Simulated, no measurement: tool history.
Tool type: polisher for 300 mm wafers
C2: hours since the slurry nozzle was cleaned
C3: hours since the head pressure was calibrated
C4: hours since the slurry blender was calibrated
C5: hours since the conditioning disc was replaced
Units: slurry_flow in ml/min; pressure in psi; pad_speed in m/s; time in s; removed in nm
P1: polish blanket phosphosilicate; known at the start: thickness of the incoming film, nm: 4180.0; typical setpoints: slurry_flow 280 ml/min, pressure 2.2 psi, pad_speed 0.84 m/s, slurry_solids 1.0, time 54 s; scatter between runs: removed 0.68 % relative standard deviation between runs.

run 1 day=0.304 | slurry_flow=280 pressure=2.2 pad_speed=0.84 slurry_solids=1.0 time=54 | wafers_polished_on_this_pad=698 C2=84.9 C3=409.7 C4=80.0 C5=95.3 | removed=322.81
run 2 day=0.912 | slurry_flow=280 pressure=2.2 pad_speed=0.84 slurry_solids=1.0 time=54 | wafers_polished_on_this_pad=850 C2=99.5 C3=424.3 C4=94.6 C5=109.9 | removed=326.12
run 3 day=1.442 | slurry_flow=280 pressure=2.2 pad_speed=0.84 slurry_solids=1.0 time=54 | wafers_polished_on_this_pad=982 C2=112.2 C3=437.0 C4=107.3 C5=122.6 | removed=329.00
run 4 day=1.758 | slurry_flow=280 pressure=3.4 pad_speed=0.38 slurry_solids=1.0 time=54 | wafers_polished_on_this_pad=1062 C2=119.8 C3=444.6 C4=114.9 C5=130.2 | removed=270.38
run 5 day=2.158 | slurry_flow=280 pressure=2.2 pad_speed=0.84 slurry_solids=1.0 time=54 | wafers_polished_on_this_pad=1162 C2=129.4 C3=454.2 C4=124.5 C5=139.8 | removed=324.32
run 6 day=2.758 | slurry_flow=280 pressure=2.2 pad_speed=0.84 slurry_solids=0.5 time=54 | wafers_polished_on_this_pad=1312 C2=143.8 C3=468.6 C4=138.9 C5=154.2 | removed=223.68
run 7 day=3.250 | slurry_flow=280 pressure=1.1 pad_speed=0.84 slurry_solids=1.0 time=54 | wafers_polished_on_this_pad=1434 C2=155.6 C3=480.4 C4=150.7 C5=166.0 | removed=162.66
run 8 day=3.812 | slurry_flow=280 pressure=2.2 pad_speed=0.84 slurry_solids=1.0 time=54 | wafers_polished_on_this_pad=1575 C2=169.1 C3=493.9 C4=164.2 C5=179.5 | removed=328.53
run 9 day=4.188 | slurry_flow=185 pressure=2.2 pad_speed=0.84 slurry_solids=1.0 time=54 | wafers_polished_on_this_pad=1669 C2=178.1 C3=502.9 C4=173.2 C5=188.5 | removed=309.44
run 10 day=4.767 | slurry_flow=380 pressure=2.2 pad_speed=0.84 slurry_solids=1.0 time=54 | wafers_polished_on_this_pad=1813 C2=192.0 C3=516.8 C4=187.1 C5=202.4 | removed=334.63
run 11 day=5.404 | slurry_flow=280 pressure=2.2 pad_speed=0.84 slurry_solids=1.0 time=30 | wafers_polished_on_this_pad=1973 C2=207.3 C3=532.1 C4=202.4 C5=217.7 | removed=183.15
run 12 day=5.775 | slurry_flow=170 pressure=2.2 pad_speed=0.46 slurry_solids=1.0 time=54 | wafers_polished_on_this_pad=2065 C2=216.2 C3=541.0 C4=211.3 C5=226.6 | removed=189.29
run 13 day=6.067 | slurry_flow=280 pressure=2.2 pad_speed=1.32 slurry_solids=1.0 time=54 | wafers_polished_on_this_pad=2138 C2=223.2 C3=548.0 C4=218.3 C5=233.6 | removed=474.52
run 14 day=6.442 | slurry_flow=280 pressure=2.2 pad_speed=0.84 slurry_solids=1.0 time=75 | wafers_polished_on_this_pad=2232 C2=232.2 C3=557.0 C4=227.3 C5=242.6 | removed=454.84
run 15 day=6.908 | slurry_flow=280 pressure=3.5 pad_speed=0.84 slurry_solids=1.0 time=54 | wafers_polished_on_this_pad=2349 C2=243.4 C3=568.2 C4=238.5 C5=253.8 | removed=518.58
run 16 day=7.238 | slurry_flow=280 pressure=2.2 pad_speed=0.46 slurry_solids=1.0 time=54 | wafers_polished_on_this_pad=2431 C2=251.3 C3=576.1 C4=246.4 C5=261.7 | removed=201.86
run 17 day=7.817 | slurry_flow=280 pressure=2.2 pad_speed=0.84 slurry_solids=1.4 time=54 | wafers_polished_on_this_pad=2576 C2=265.2 C3=590.0 C4=260.3 C5=275.6 | removed=374.66
run 18 day=8.233 | slurry_flow=280 pressure=2.2 pad_speed=0.84 slurry_solids=1.0 time=54 | wafers_polished_on_this_pad=2680 C2=275.2 C3=600.0 C4=270.3 C5=285.6 | removed=329.33
run 19 day=8.775 | slurry_flow=280 pressure=2.2 pad_speed=0.84 slurry_solids=1.0 time=54 | wafers_polished_on_this_pad=2815 C2=288.2 C3=613.0 C4=283.3 C5=298.6 | removed=313.87
run 20 day=9.162 | slurry_flow=280 pressure=2.2 pad_speed=0.84 slurry_solids=1.0 time=54 | wafers_polished_on_this_pad=2912 C2=297.5 C3=622.3 C4=292.6 C5=307.9 | removed=309.16
run 21 day=9.642 | slurry_flow=280 pressure=2.2 pad_speed=0.84 slurry_solids=1.0 time=54 | wafers_polished_on_this_pad=3032 C2=309.0 C3=633.8 C4=304.1 C5=319.4 | removed=304.55
-- day=9.888 worn pad replaced by a new one
run 22 day=9.971 | slurry_flow=280 pressure=2.2 pad_speed=0.84 slurry_solids=1.0 time=54 | wafers_polished_on_this_pad=21 C2=316.9 C3=641.7 C4=312.0 C5=327.3 | removed=303.00
-- day=10.088 conditioning disc replaced and pad reconditioned
run 23 day=10.250 | slurry_flow=280 pressure=2.2 pad_speed=0.84 slurry_solids=1.0 time=54 | wafers_polished_on_this_pad=91 C2=323.6 C3=648.4 C4=318.7 C5=3.9 | removed=300.42
-- day=10.500 slurry nozzle cleaned
run 24 day=10.779 | slurry_flow=280 pressure=2.2 pad_speed=0.84 slurry_solids=1.0 time=54 | wafers_polished_on_this_pad=223 C2=6.7 C3=661.1 C4=331.4 C5=16.6 | removed=302.85
run 25 day=11.079 | slurry_flow=280 pressure=2.2 pad_speed=0.84 slurry_solids=1.0 time=54 | wafers_polished_on_this_pad=298 C2=13.9 C3=668.3 C4=338.6 C5=23.8 | removed=300.07
run 26 day=11.588 | slurry_flow=280 pressure=2.2 pad_speed=0.84 slurry_solids=1.0 time=54 | wafers_polished_on_this_pad=425 C2=26.1 C3=680.5 C4=350.8 C5=36.0 | removed=295.98
run 27 day=12.038 | slurry_flow=280 pressure=2.2 pad_speed=0.84 slurry_solids=1.0 time=54 | wafers_polished_on_this_pad=538 C2=36.9 C3=691.3 C4=361.6 C5=46.8 | removed=296.59
run 28 day=12.550 | slurry_flow=280 pressure=2.2 pad_speed=0.84 slurry_solids=1.0 time=54 | wafers_polished_on_this_pad=666 C2=49.2 C3=703.6 C4=373.9 C5=59.1 | removed=296.64

What P1 gives has crept away from where it was. These 2 causes fit the log equally well, each at the size given:
A: head's pressure below its setpoint, % = 8.62
B: abrasive missing from the slurry, % = 17.2
Creep in the process output first set in at about day 8.233.
Excluded causes, each with its reason:
removal rate lost through wear of the pad, %: serviced at day 9.888, after the change had begun; the process did not return to its earlier output
slurry flow missing at the pad, %: serviced at day 10.500, after the change had begun; the process did not return to its earlier output
time polished since the conditioner stopped cutting, s: serviced at day 10.088, after the change had begun; the process did not return to its earlier output

4 check runs are offered, each on 3 wafers whose results are averaged, their results left as question marks. Which one tells the causes apart?
run check 1 day=13.062 | slurry_flow=280 pressure=2.2 pad_speed=1.30 slurry_solids=1.00 time=54 | removed=?
run check 2 day=13.062 | slurry_flow=280 pressure=2.2 pad_speed=0.84 slurry_solids=0.55 time=54 | removed=?
run check 3 day=13.062 | slurry_flow=280 pressure=1.1 pad_speed=0.84 slurry_solids=1.00 time=67 | removed=?
run check 4 day=13.062 | slurry_flow=190 pressure=3.2 pad_speed=0.84 slurry_solids=1.00 time=54 | removed=?

Expected result of each check under each candidate cause:
check=check_1 result=removed if_A=422.73 if_B=422.69
check=check_2 result=removed if_A=217.27 if_B=211.32
check=check_3 result=removed if_A=184.92 if_B=184.90
check=check_4 result=removed if_A=414.58 if_B=414.54
Distance between the nearest two causes, measured in the result of the check that separates them most: check 1 0.01 %; check 2 2.78 %; check 3 0.01 %; check 4 0.01 %
Check 2 distinguishes between the causes, while the remaining checks would return nearly the same result for all of them.

Check 2 was carried out, with these results: removed 216.60 nm. Which of the listed causes is responsible?

Of the candidate causes, it is A: head's pressure below its setpoint, %.
